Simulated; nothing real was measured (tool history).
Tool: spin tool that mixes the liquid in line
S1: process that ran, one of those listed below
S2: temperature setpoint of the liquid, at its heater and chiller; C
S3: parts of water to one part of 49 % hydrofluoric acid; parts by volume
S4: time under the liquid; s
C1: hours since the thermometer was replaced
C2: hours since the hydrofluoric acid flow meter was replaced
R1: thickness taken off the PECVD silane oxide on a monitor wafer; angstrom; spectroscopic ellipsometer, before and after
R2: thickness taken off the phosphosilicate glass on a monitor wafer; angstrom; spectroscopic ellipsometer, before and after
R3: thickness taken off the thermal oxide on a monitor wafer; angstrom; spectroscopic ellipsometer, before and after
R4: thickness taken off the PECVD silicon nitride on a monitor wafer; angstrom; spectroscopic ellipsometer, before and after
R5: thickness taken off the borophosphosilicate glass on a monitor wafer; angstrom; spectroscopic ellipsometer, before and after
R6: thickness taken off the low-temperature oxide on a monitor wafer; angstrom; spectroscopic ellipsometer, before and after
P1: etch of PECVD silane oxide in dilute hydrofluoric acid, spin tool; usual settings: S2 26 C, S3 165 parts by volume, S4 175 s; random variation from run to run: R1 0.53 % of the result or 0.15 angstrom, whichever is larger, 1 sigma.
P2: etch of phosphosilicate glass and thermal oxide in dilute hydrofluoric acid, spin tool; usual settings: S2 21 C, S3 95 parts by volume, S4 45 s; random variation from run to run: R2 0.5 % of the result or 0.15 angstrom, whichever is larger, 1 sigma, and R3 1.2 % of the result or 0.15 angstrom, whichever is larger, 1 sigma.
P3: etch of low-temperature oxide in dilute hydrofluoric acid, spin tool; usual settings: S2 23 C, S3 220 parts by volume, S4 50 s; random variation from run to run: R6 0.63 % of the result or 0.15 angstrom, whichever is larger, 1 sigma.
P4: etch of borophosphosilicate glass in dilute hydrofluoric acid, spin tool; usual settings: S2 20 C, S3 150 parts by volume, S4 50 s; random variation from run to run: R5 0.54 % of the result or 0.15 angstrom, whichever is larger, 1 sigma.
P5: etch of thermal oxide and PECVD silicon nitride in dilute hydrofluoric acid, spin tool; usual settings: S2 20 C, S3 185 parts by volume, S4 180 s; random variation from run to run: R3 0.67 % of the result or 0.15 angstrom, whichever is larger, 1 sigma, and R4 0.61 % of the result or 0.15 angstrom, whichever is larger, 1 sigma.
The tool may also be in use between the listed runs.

{"run": 1, "hour": 3.3, "S1": "P1", "S2": 26, "S3": 165, "S4": 175, "C1": 1310.5, "C2": 1268.9, "R1": 157.54}
{"run": 2, "hour": 10.2, "S1": "P1", "S2": 26, "S3": 165, "S4": 175, "C1": 1317.4, "C2": 1275.8, "R1": 159.1}
{"run": 3, "hour": 13.6, "S1": "P1", "S2": 19.5, "S3": 165, "S4": 175, "C1": 1320.8, "C2": 1279.2, "R1": 124.04}
{"run": 4, "hour": 20.0, "S1": "P2", "S2": 21, "S3": 95, "S4": 45, "C1": 1327.2, "C2": 1285.6, "R2": 378.31, "R3": 20.879}
{"run": 5, "hour": 24.9, "S1": "P5", "S2": 20, "S3": 185, "S4": 180, "C1": 1332.1, "C2": 1290.5, "R3": 36.304, "R4": 42.649}
{"run": 6, "hour": 30.0, "S1": "P4", "S2": 20, "S3": 85, "S4": 50, "C1": 1337.2, "C2": 1295.6, "R5": 165.96}
{"run": 7, "hour": 35.1, "S1": "P2", "S2": 21, "S3": 95, "S4": 15, "C1": 1342.3, "C2": 1300.7, "R2": 126.25, "R3": 6.8648}
{"run": 8, "hour": 38.6, "S1": "P1", "S2": 26, "S3": 270, "S4": 175, "C1": 1345.8, "C2": 1304.2, "R1": 86.392}
{"run": 9, "hour": 43.9, "S1": "P4", "S2": 20, "S3": 150, "S4": 85, "C1": 1351.1, "C2": 1309.5, "R5": 147.72}
{"run": 10, "hour": 49.3, "S1": "P5", "S2": 17, "S3": 185, "S4": 180, "C1": 1356.5, "C2": 1314.9, "R3": 32.337, "R4": 34.91}
{"run": 11, "hour": 53.3, "S1": "P4", "S2": 17, "S3": 150, "S4": 50, "C1": 1360.5, "C2": 1318.9, "R5": 77.398}
{"run": 12, "hour": 60.3, "S1": "P3", "S2": 23, "S3": 220, "S4": 50, "C1": 1367.5, "C2": 1325.9, "R6": 41.903}
{"run": 13, "hour": 65.4, "S1": "P1", "S2": 26, "S3": 165, "S4": 325, "C1": 1372.6, "C2": 1331, "R1": 295.84}
{"hour": 68.7, "done": "hydrofluoric acid flow meter replaced"}
{"run": 14, "hour": 69.5, "S1": "P3", "S2": 17, "S3": 220, "S4": 50, "C1": 1376.7, "C2": 0.9, "R6": 33.741}
{"run": 15, "hour": 76.0, "S1": "P5", "S2": 20, "S3": 315, "S4": 180, "C1": 1383.2, "C2": 7.4, "R3": 18.681, "R4": 25.605}
{"run": 16, "hour": 80.2, "S1": "P3", "S2": 23, "S3": 220, "S4": 85, "C1": 1387.4, "C2": 11.6, "R6": 71.938}
{"run": 17, "hour": 85.3, "S1": "P1", "S2": 26, "S3": 165, "S4": 65, "C1": 1392.5, "C2": 16.7, "R1": 58.99}
{"run": 18, "hour": 91.8, "S1": "P3", "S2": 23, "S3": 335, "S4": 50, "C1": 1399, "C2": 23.2, "R6": 24.637}
{"run": 19, "hour": 97.0, "S1": "P1", "S2": 33, "S3": 165, "S4": 175, "C1": 1404.2, "C2": 28.4, "R1": 202.96}
{"run": 20, "hour": 103.6, "S1": "P2", "S2": 21, "S3": 95, "S4": 45, "C1": 1410.8, "C2": 35, "R2": 378.66, "R3": 20.389}
{"run": 21, "hour": 107.3, "S1": "P2", "S2": 21, "S3": 135, "S4": 45, "C1": 1414.5, "C2": 38.7, "R2": 253.64, "R3": 13.838}
{"run": 22, "hour": 112.5, "S1": "P1", "S2": 26, "S3": 165, "S4": 175, "C1": 1419.7, "C2": 43.9, "R1": 157.65}
{"run": 23, "hour": 117.4, "S1": "P1", "S2": 26, "S3": 165, "S4": 175, "C1": 1424.6, "C2": 48.8, "R1": 158.23}
{"run": 24, "hour": 122.6, "S1": "P1", "S2": 22, "S3": 165, "S4": 290, "C1": 1429.8, "C2": 54, "R1": 222.83}
{"run": 25, "hour": 127.6, "S1": "P5", "S2": 20, "S3": 185, "S4": 180, "C1": 1434.8, "C2": 59, "R3": 36.707, "R4": 42.622}
{"run": 26, "hour": 132.5, "S1": "P5", "S2": 20, "S3": 185, "S4": 15, "C1": 1439.7, "C2": 63.9, "R3": 2.9345, "R4": 3.6711}
{"run": 27, "hour": 138.8, "S1": "P2", "S2": 27.5, "S3": 95, "S4": 45, "C1": 1446, "C2": 70.2, "R2": 486.2, "R3": 26.48}
{"run": 28, "hour": 142.5, "S1": "P1", "S2": 26, "S3": 55, "S4": 175, "C1": 1449.7, "C2": 73.9, "R1": 546.52}
{"run": 29, "hour": 149.1, "S1": "P4", "S2": 20, "S3": 150, "S4": 50, "C1": 1456.3, "C2": 80.5, "R5": 86.96}
{"run": 30, "hour": 155.1, "S1": "P1", "S2": 26, "S3": 165, "S4": 175, "C1": 1462.3, "C2": 86.5, "R1": 158.86}
{"run": 31, "hour": 159.7, "S1": "P1", "S2": 26, "S3": 165, "S4": 175, "C1": 1466.9, "C2": 91.1, "R1": 155.13}
{"run": 32, "hour": 165.4, "S1": "P1", "S2": 26, "S3": 165, "S4": 175, "C1": 1472.6, "C2": 96.8, "R1": 151.05}
{"run": 33, "hour": 169.1, "S1": "P1", "S2": 26, "S3": 165, "S4": 175, "C1": 1476.3, "C2": 100.5, "R1": 149.64}
{"run": 34, "hour": 175.3, "S1": "P1", "S2": 26, "S3": 165, "S4": 175, "C1": 1482.5, "C2": 106.7, "R1": 150.75}
{"run": 35, "hour": 181.3, "S1": "P1", "S2": 26, "S3": 165, "S4": 175, "C1": 1488.5, "C2": 112.7, "R1": 148.16}

Forecast run 36:
{"run": 36, "hour": 186.1, "S1": "P1", "S2": 26, "S3": 165, "S4": 175, "C1": 1493.3, "C2": 117.5, "R1": "?"}

Run 36 gave R1 147.07 angstrom.
